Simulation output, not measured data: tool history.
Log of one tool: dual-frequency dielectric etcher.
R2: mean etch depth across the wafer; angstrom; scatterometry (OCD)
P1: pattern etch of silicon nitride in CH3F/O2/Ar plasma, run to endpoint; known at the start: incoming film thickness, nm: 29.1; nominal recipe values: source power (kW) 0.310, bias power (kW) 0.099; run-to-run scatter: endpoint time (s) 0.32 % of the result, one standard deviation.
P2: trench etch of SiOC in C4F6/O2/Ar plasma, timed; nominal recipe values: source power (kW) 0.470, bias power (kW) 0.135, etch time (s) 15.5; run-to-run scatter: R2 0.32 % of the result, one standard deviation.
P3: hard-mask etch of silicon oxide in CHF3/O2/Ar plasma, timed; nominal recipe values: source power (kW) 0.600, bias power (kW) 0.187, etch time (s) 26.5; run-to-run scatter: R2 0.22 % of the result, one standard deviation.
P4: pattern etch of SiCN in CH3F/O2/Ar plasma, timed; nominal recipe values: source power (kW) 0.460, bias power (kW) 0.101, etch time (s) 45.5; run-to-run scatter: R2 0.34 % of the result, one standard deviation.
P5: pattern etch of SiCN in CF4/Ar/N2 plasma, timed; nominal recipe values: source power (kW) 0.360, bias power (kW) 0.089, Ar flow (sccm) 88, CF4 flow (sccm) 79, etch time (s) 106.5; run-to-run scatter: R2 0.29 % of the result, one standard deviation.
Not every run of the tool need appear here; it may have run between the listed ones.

Run 1, day 0.308: process that ran P1, source power (kW) 0.310, bias power (kW) 0.099. Result: endpoint time (s) 42.786.
Run 2, day 0.646: process that ran P1, source power (kW) 0.310, bias power (kW) 0.099. Result: endpoint time (s) 42.824.
Run 3, day 0.975: process that ran P1, source power (kW) 0.400, bias power (kW) 0.080. Result: endpoint time (s) 41.710.
Run 4, day 1.354: process that ran P1, source power (kW) 0.310, bias power (kW) 0.099. Result: endpoint time (s) 42.507.
Run 5, day 1.612: process that ran P2, source power (kW) 0.310, bias power (kW) 0.135, etch time (s) 15.5. Result: R2 271.01 angstrom.
Run 6, day 1.875: process that ran P3, source power (kW) 0.480, bias power (kW) 0.187, etch time (s) 26.5. Result: R2 478.33 angstrom.
Run 7, day 2.075: process that ran P3, source power (kW) 0.600, bias power (kW) 0.130, etch time (s) 26.5. Result: R2 462.08 angstrom.
Run 8, day 2.296: process that ran P2, source power (kW) 0.470, bias power (kW) 0.135, etch time (s) 19.5. Result: R2 400.52 angstrom.
Run 9, day 2.554: process that ran P4, source power (kW) 0.460, bias power (kW) 0.059, etch time (s) 45.5. Result: R2 167.30 angstrom.
Run 10, day 2.871: process that ran P5, source power (kW) 0.360, bias power (kW) 0.089, etch time (s) 58.5, Ar flow (sccm) 88, CF4 flow (sccm) 79. Result: R2 452.02 angstrom.
Run 11, day 3.279: process that ran P4, source power (kW) 0.460, bias power (kW) 0.101, etch time (s) 58.5. Result: R2 260.41 angstrom.
Run 12, day 3.496: process that ran P1, source power (kW) 0.310, bias power (kW) 0.064. Result: endpoint time (s) 49.791.
Run 13, day 3.867: process that ran P5, source power (kW) 0.360, bias power (kW) 0.089, etch time (s) 106.5, Ar flow (sccm) 70, CF4 flow (sccm) 79. Result: R2 848.67 angstrom.
Run 14, day 4.121: process that ran P3, source power (kW) 0.600, bias power (kW) 0.187, etch time (s) 26.5. Result: R2 523.11 angstrom.
Run 15, day 4.358: process that ran P1, source power (kW) 0.400, bias power (kW) 0.099. Result: endpoint time (s) 38.691.
Run 16, day 4.621: process that ran P5, source power (kW) 0.210, bias power (kW) 0.089, etch time (s) 106.5, Ar flow (sccm) 88, CF4 flow (sccm) 79. Result: R2 514.70 angstrom.
Run 17, day 4.933: process that ran P3, source power (kW) 0.600, bias power (kW) 0.187, etch time (s) 14.5. Result: R2 285.36 angstrom.
Run 18, day 5.171: process that ran P4, source power (kW) 0.460, bias power (kW) 0.101, etch time (s) 45.5. Result: R2 201.92 angstrom.
At day 5.254: source power generator calibrated.
Run 19, day 5.467: process that ran P5, source power (kW) 0.360, bias power (kW) 0.054, etch time (s) 106.5, Ar flow (sccm) 88, CF4 flow (sccm) 79. Result: R2 697.96 angstrom.
Run 20, day 5.662: process that ran P1, source power (kW) 0.190, bias power (kW) 0.099. Result: endpoint time (s) 51.132.
Run 21, day 5.875: process that ran P2, source power (kW) 0.470, bias power (kW) 0.098, etch time (s) 15.5. Result: R2 293.76 angstrom.
Run 22, day 6.271: process that ran P2, source power (kW) 0.470, bias power (kW) 0.135, etch time (s) 15.5. Result: R2 317.95 angstrom.
Run 23, day 6.458: process that ran P5, source power (kW) 0.360, bias power (kW) 0.089, etch time (s) 106.5, Ar flow (sccm) 88, CF4 flow (sccm) 79. Result: R2 826.15 angstrom.
Run 24, day 6.704: process that ran P2, source power (kW) 0.470, bias power (kW) 0.135, etch time (s) 15.5. Result: R2 318.60 angstrom.
Run 25, day 6.996: process that ran P4, source power (kW) 0.320, bias power (kW) 0.101, etch time (s) 45.5. Result: R2 176.75 angstrom.
Run 26, day 7.396: process that ran P5, source power (kW) 0.360, bias power (kW) 0.089, etch time (s) 106.5, Ar flow (sccm) 88, CF4 flow (sccm) 63. Result: R2 800.61 angstrom.
Run 27, day 7.625: process that ran P1, source power (kW) 0.310, bias power (kW) 0.099. Result: endpoint time (s) 42.322.
Run 28, day 8.029: process that ran P1, source power (kW) 0.310, bias power (kW) 0.099. Result: endpoint time (s) 42.614.
Run 29, day 8.225: process that ran P3, source power (kW) 0.600, bias power (kW) 0.187, etch time (s) 26.5. Result: R2 523.73 angstrom.
Run 30, day 8.454: process that ran P4, source power (kW) 0.460, bias power (kW) 0.101, etch time (s) 45.5. Result: R2 202.12 angstrom.
Run 31, day 8.667: process that ran P1, source power (kW) 0.310, bias power (kW) 0.121. Result: endpoint time (s) 39.681.
Run 32, day 8.883: process that ran P5, source power (kW) 0.360, bias power (kW) 0.089, etch time (s) 106.5, Ar flow (sccm) 88, CF4 flow (sccm) 79. Result: R2 825.82 angstrom.
Run 33, day 9.146: process that ran P1, source power (kW) 0.310, bias power (kW) 0.099. Result: endpoint time (s) 42.550.
Run 34, day 9.504: process that ran P1, source power (kW) 0.310, bias power (kW) 0.099. Result: endpoint time (s) 42.741.
Run 35, day 9.879: process that ran P1, source power (kW) 0.310, bias power (kW) 0.099. Result: endpoint time (s) 42.853.
Run 36, day 10.142: process that ran P1, source power (kW) 0.310, bias power (kW) 0.099. Result: endpoint time (s) 43.358.
Run 37, day 10.408: process that ran P1, source power (kW) 0.310, bias power (kW) 0.099. Result: endpoint time (s) 43.232.
Run 38, day 10.712: process that ran P1, source power (kW) 0.310, bias power (kW) 0.099. Result: endpoint time (s) 43.185.
At day 10.983: wet clean of the chamber.
Run 39, day 10.992: process that ran P1, source power (kW) 0.310, bias power (kW) 0.099. Result: endpoint time (s) 43.211.
Run 40, day 11.388: process that ran P1, source power (kW) 0.310, bias power (kW) 0.099. Result: endpoint time (s) 43.363.
Run 41, day 11.779: process that ran P1, source power (kW) 0.310, bias power (kW) 0.099. Result: endpoint time (s) 43.235.
Run 42, day 12.158: process that ran P1, source power (kW) 0.310, bias power (kW) 0.099. Result: endpoint time (s) 43.186.
Run 43, day 12.467: process that ran P1, source power (kW) 0.310, bias power (kW) 0.099. Result: endpoint time (s) 43.372.

Compared with where it was, what P1 gives has crept away. Each cause listed below fits the log as well as the rest, at the size given for it:
A: source power that arrives under what is set, % = 4.25
B: bias power that arrives under what is set, % = 4.25
The drift started at roughly day 9.146.
Each remaining cause and why it is not a fit:
chamber walls in a state that lowers the etch rate, %: serviced at day 10.983, which brought nothing back

Of the 4 check runs listed below, each run on one wafer and each result written as a question mark, which would let you distinguish the listed causes because they would give clearly different results?
Run check 1, day 12.775: process that ran P3, source power (kW) 0.600, bias power (kW) 0.187, etch time (s) 26.5. Result: R2 ?.
Run check 2, day 12.775: process that ran P5, source power (kW) 0.360, bias power (kW) 0.089, etch time (s) 106.5, Ar flow (sccm) 88, CF4 flow (sccm) 79. Result: R2 ?.
Run check 3, day 12.775: process that ran P2, source power (kW) 0.470, bias power (kW) 0.135, etch time (s) 15.5. Result: R2 ?.
Run check 4, day 12.775: process that ran P4, source power (kW) 0.460, bias power (kW) 0.101, etch time (s) 45.5. Result: R2 ?.

Expected result of each check under each candidate cause:
  check  result    if A    if B
check 1      R2  512.89  513.88
check 2      R2  793.00  811.20
check 3      R2  313.96  315.42
check 4      R2  198.32  198.29
Per-check spread between the two closest causes, in the result where they differ most: check 1 0.19 %; check 2 2.27 %; check 3 0.47 %; check 4 0.02 %
Only check 2 tells the causes apart: in the others they would give nearly the same result.

With check 2 done, the readings were: R2 792.16 angstrom. Identify which of the listed causes applies.

A is the cause: source power that arrives under what is set, %.
